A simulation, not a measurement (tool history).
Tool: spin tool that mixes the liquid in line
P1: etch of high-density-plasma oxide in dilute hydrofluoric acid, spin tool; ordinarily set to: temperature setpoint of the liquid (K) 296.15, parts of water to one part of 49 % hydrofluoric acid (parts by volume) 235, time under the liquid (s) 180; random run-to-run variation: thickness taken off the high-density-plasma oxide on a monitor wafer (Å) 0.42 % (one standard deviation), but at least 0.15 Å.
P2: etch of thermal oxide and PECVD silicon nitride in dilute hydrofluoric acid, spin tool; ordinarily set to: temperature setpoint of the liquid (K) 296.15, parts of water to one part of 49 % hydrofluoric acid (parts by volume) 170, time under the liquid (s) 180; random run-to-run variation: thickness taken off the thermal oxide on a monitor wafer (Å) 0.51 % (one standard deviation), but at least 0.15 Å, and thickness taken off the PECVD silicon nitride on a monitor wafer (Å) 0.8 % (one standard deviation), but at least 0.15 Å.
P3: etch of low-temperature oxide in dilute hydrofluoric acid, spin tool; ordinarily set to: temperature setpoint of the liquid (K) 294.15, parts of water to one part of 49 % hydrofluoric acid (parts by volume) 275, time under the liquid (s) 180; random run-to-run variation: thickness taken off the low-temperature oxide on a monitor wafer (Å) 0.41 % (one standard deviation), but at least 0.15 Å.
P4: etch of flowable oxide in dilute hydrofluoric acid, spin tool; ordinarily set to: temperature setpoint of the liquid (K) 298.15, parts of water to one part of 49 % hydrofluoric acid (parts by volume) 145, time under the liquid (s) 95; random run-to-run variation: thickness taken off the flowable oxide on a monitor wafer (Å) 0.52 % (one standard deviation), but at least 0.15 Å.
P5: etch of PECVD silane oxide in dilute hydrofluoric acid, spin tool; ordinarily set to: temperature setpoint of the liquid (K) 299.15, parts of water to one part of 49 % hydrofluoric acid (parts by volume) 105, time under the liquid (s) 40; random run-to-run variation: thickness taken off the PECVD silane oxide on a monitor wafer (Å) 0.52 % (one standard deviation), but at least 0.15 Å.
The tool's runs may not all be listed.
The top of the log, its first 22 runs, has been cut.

| run | hour | process that ran | temperature setpoint of the liquid (K) | parts of water to one part of 49 % hydrofluoric acid (parts by volume) | time under the liquid (s) | thickness taken off the high-density-plasma oxide on a monitor wafer (Å) | thickness taken off the flowable oxide on a monitor wafer (Å) | thickness taken off the PECVD silane oxide on a monitor wafer (Å) | thickness taken off the thermal oxide on a monitor wafer (Å) | thickness taken off the PECVD silicon nitride on a monitor wafer (Å) | thickness taken off the low-temperature oxide on a monitor wafer (Å) |
|---|---|---|---|---|---|---|---|---|---|---|---|
| 23 | 241.8 | P3 | 294.15 | 275 | 280 |  |  |  |  |  | 138.570 |
| 24 | 249.0 | P1 | 296.15 | 235 | 180 | 48.137 |  |  |  |  |  |
| 25 | 260.5 | P1 | 296.15 | 235 | 180 | 47.765 |  |  |  |  |  |
| 26 | 270.8 | P1 | 290.15 | 235 | 180 | 38.137 |  |  |  |  |  |
| 27 | 283.7 | P3 | 294.15 | 140 | 180 |  |  |  |  |  | 201.990 |
| 28 | 293.9 | P2 | 296.15 | 170 | 70 |  |  |  | 16.787 | 11.406 |  |
| 29 | 303.6 | P3 | 290.15 | 275 | 180 |  |  |  |  |  | 77.463 |
| 30 | 312.9 | P2 | 290.15 | 170 | 180 |  |  |  | 34.288 | 19.413 |  |
| 31 | 321.4 | P1 | 296.15 | 235 | 45 | 12.185 |  |  |  |  |  |
| 32 | 331.9 | P1 | 291.15 | 235 | 265 | 59.020 |  |  |  |  |  |
| 33 | 343.5 | P1 | 296.15 | 235 | 180 | 47.545 |  |  |  |  |  |
| 34 | 354.5 | P1 | 296.15 | 235 | 180 | 47.178 |  |  |  |  |  |
| 35 | 366.2 | P1 | 296.15 | 235 | 180 | 46.657 |  |  |  |  |  |
| 36 | 375.6 | P1 | 296.15 | 235 | 180 | 45.997 |  |  |  |  |  |
| 37 | 388.6 | P1 | 296.15 | 235 | 180 | 45.953 |  |  |  |  |  |
| 38 | 395.0 | P1 | 296.15 | 235 | 180 | 45.445 |  |  |  |  |  |
| 39 | 405.0 | P1 | 296.15 | 235 | 180 | 45.805 |  |  |  |  |  |
| 40 | 417.6 | P1 | 296.15 | 235 | 180 | 45.593 |  |  |  |  |  |
| 41 | 428.0 | P1 | 296.15 | 235 | 180 | 44.943 |  |  |  |  |  |
| 42 | 439.6 | P1 | 296.15 | 235 | 180 | 45.331 |  |  |  |  |  |

Predict the results of run 43:
| 43 | 449.2 | P1 | 296.15 | 235 | 180 | ? |  |  |  |  |  |

thickness taken off the high-density-plasma oxide on a monitor wafer (Å): 45.362

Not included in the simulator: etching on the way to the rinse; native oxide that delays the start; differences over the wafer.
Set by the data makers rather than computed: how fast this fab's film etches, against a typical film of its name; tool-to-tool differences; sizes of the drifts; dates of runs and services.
